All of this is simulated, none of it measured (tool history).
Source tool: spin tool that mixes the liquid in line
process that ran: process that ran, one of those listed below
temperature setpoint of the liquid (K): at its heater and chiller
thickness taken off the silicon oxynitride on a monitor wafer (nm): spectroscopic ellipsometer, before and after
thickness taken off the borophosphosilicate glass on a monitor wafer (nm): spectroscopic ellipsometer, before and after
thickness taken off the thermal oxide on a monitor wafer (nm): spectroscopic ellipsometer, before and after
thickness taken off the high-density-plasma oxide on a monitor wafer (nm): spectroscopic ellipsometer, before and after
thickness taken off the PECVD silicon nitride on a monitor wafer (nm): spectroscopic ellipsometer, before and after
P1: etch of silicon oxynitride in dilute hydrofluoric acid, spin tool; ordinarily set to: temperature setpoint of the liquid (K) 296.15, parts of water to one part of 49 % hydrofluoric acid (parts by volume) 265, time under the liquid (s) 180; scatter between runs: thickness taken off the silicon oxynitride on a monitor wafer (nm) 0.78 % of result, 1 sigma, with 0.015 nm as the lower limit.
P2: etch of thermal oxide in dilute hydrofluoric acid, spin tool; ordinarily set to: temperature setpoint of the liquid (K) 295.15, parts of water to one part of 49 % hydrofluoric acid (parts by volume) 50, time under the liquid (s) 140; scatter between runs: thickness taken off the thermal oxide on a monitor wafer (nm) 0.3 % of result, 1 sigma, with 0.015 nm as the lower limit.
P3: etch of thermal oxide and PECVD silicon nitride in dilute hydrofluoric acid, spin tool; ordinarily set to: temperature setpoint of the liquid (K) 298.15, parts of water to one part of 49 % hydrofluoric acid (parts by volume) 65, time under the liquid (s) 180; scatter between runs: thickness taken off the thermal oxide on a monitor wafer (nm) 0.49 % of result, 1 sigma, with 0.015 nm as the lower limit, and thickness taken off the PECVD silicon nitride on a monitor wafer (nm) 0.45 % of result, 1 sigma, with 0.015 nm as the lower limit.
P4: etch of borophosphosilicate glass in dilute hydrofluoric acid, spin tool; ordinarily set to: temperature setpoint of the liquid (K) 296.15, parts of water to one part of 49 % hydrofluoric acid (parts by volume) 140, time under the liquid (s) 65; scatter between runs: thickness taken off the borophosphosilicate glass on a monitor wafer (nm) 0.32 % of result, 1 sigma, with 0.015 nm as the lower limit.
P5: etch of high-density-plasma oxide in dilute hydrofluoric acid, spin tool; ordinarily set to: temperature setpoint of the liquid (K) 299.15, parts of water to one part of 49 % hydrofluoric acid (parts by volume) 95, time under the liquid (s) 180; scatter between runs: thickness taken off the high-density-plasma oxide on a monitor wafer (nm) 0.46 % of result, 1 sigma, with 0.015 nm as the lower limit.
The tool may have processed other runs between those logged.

run     day  process that ran  temperature setpoint of the liquid (K)  parts of water to one part of 49 % hydrofluoric acid (parts by volume)  time under the liquid (s)  hours since the thermometer was replaced  hours since the hydrofluoric acid flow meter was replaced  thickness taken off the silicon oxynitride on a monitor wafer (nm)  thickness taken off the borophosphosilicate glass on a monitor wafer (nm)  thickness taken off the thermal oxide on a monitor wafer (nm)  thickness taken off the high-density-plasma oxide on a monitor wafer (nm)  thickness taken off the PECVD silicon nitride on a monitor wafer (nm)
  1   0.425                P1                                  296.15                                                                     265                        180                                     558.5                                                     1032.5                                                              2.6503
  2   0.671                P4                                  301.65                                                                     140                         65                                     564.4                                                     1038.4                                                                                                                                         27.685
  3   0.933                P1                                  296.15                                                                     265                        180                                     570.7                                                     1044.7                                                              2.6269
  4   1.262                P2                                  299.15                                                                      50                        140                                     578.6                                                     1052.6                                                                                                                                                                                                        16.136
  5   1.542                P5                                  299.15                                                                      95                        180                                     585.3                                                     1059.3                                                                                                                                                                                                                                                                                   10.525
  6   1.854                P1                                  296.15                                                                     265                         15                                     592.8                                                     1066.8                                                             0.19297
  7   2.271                P4                                  296.15                                                                     250                         65                                     602.8                                                     1076.8                                                                                                                                         11.183
  8    2.55                P2                                  295.15                                                                      50                        140                                     609.5                                                     1083.5                                                                                                                                                                                                        13.795
  9   2.804                P5                                  299.15                                                                     165                        180                                     615.6                                                     1089.6                                                                                                                                                                                                                                                                                   5.5571
 10   3.079                P2                                  295.15                                                                      20                        140                                     622.2                                                     1096.2                                                                                                                                                                                                        35.988
 11   3.367                P3                                  294.65                                                                      65                        180                                     629.1                                                     1103.1                                                                                                                                                                                                        12.354                                                                                                                                            4.0138
 12   3.692                P3                                  298.15                                                                      90                        180                                     636.9                                                     1110.9                                                                                                                                                                                                         9.953                                                                                                                                            3.6892
 13   4.033                P1                                  296.15                                                                      90                        180                                     645.1                                                     1119.1                                                              8.6372
 14   4.488                P1                                  296.15                                                                     265                        180                                       656                                                       1130                                                              2.6125
 15   4.796                P1                                  303.65                                                                     265                        180                                     663.4                                                     1137.4                                                              3.5492
 16   5.204                P5                                  299.15                                                                      95                        180                                     673.2                                                     1147.2                                                                                                                                                                                                                                                                                   10.447
 17     5.5                P5                                  299.15                                                                      95                         70                                     680.3                                                     1154.3                                                                                                                                                                                                                                                                                   4.0763
 18   5.888                P1                                  296.15                                                                     265                        180                                     689.6                                                     1163.6                                                               2.627
 19   6.188                P4                                  296.15                                                                     140                         30                                     696.8                                                     1170.8                                                                                                                                         10.362
 20   6.654                P1                                  296.15                                                                     265                        310                                       708                                                       1182                                                              4.4753
 21   6.933                P3                                  298.15                                                                      65                         40                                     714.7                                                     1188.7                                                                                                                                                                                                        3.1757                                                                                                                                            1.1061
 22   7.338                P1                                  296.15                                                                     395                        180                                     724.4                                                     1198.4                                                               1.631
 23   7.604                P1                                  290.15                                                                     265                        180                                     730.8                                                     1204.8                                                              2.0008
 24   8.017                P1                                  299.65                                                                     265                        330                                     740.7                                                     1214.7                                                              5.4949
 25   8.379                P3                                  298.15                                                                      65                        180                                     749.4                                                     1223.4                                                                                                                                                                                                        14.294                                                                                                                                            5.1173
 26   8.808                P4                                  296.15                                                                     140                         65                                     759.7                                                     1233.7                                                                                                                                         22.459
 27   9.242                P1                                  296.15                                                                     265                        180                                     770.1                                                     1244.1                                                              2.5694
 28   9.646                P5                                  294.65                                                                      95                        180                                     779.8                                                     1253.8                                                                                                                                                                                                                                                                                   8.7562
 29   9.954                P2                                  295.15                                                                      50                        275                                     787.2                                                     1261.2                                                                                                                                                                                                        26.968
 30  10.412                P4                                  296.15                                                                     140                         65                                     798.2                                                     1272.2                                                                                                                                         22.375
 31  10.725                P3                                  298.15                                                                      65                        180                                     805.7                                                     1279.7                                                                                                                                                                                                        14.294                                                                                                                                            5.0402
 32  11.192                P1                                  296.15                                                                     265                        180                                     816.9                                                     1290.9                                                              2.6339
 33   11.45                P1                                  296.15                                                                     265                        180                                     823.1                                                     1297.1                                                              2.6703
 34  11.854                P1                                  296.15                                                                     265                        180                                     832.8                                                     1306.8                                                              2.7475
 35  12.279                P1                                  296.15                                                                     265                        180                                       843                                                       1317                                                              2.7941
 36  12.542                P1                                  296.15                                                                     265                        180                                     849.3                                                     1323.3                                                               2.852
 37  12.821                P1                                  296.15                                                                     265                        180                                       856                                                       1330                                                              2.8318
 38  13.229                P1                                  296.15                                                                     265                        180                                     865.8                                                     1339.8                                                              2.8063
 39  13.604                P1                                  296.15                                                                     265                        180                                     874.8                                                     1348.8                                                              2.8194
 40  14.042                P1                                  296.15                                                                     265                        180                                     885.3                                                     1359.3                                                              2.8482
 41  14.258                P1                                  296.15                                                                     265                        180                                     890.5                                                     1364.5                                                              2.8549
 42  14.708                P1                                  296.15                                                                     265                        180                                     901.3                                                     1375.3                                                              2.8619

The log shows P1 creeping away from where it was. Any of the 2 causes listed here, at the size stated for it, fits the log just as well as the others:
A: hydrofluoric acid flow above the setpoint (%) = 7.38
B: liquid hotter than its thermometer reads (K) = 1.95
The gradual shift began around day 11.192.

Which of the 4 check runs listed below separates the causes, so that each cause would produce a clearly different result? Each run uses one wafer, and its results are marked with question marks.
check 1  15.158                P5                                  299.15                                                                      95                        180                                                                                                                                                                                                                                                                                                                                                                                             ?
check 2  15.158                P2                                  295.15                                                                      50                        140                                                                                                                                                                                                                                                                                                                  ?
check 3  15.158                P3                                  298.15                                                                      65                        180                                                                                                                                                                                                                                                                                                                  ?                                                                                                                                                 ?
check 4  15.158                P4                                  296.15                                                                     140                         65                                                                                                                                                                                                                                                   ?

What each check would give under each cause:
  check                                                                     result    if A    if B
check 1  thickness taken off the high-density-plasma oxide on a monitor wafer (nm)  11.341  11.293
check 2              thickness taken off the thermal oxide on a monitor wafer (nm)  14.833  14.911
check 3              thickness taken off the thermal oxide on a monitor wafer (nm)  15.468  15.481
check 3      thickness taken off the PECVD silicon nitride on a monitor wafer (nm)  5.4721  5.8016
check 4  thickness taken off the borophosphosilicate glass on a monitor wafer (nm)  24.422   24.25
Per check, the gap between the least separated pair of causes, taken in the result that splits them most: check 1 0.42 %; check 2 0.53 %; check 3 5.85 %; check 4 0.71 %
Check 3 tells the causes apart: in the others they would give nearly the same result.

Then check 3 was run and gave: thickness taken off the thermal oxide on a monitor wafer (nm) 15.39; thickness taken off the PECVD silicon nitride on a monitor wafer (nm) 5.803. Which cause is it?

It is B: liquid hotter than its thermometer reads (K).
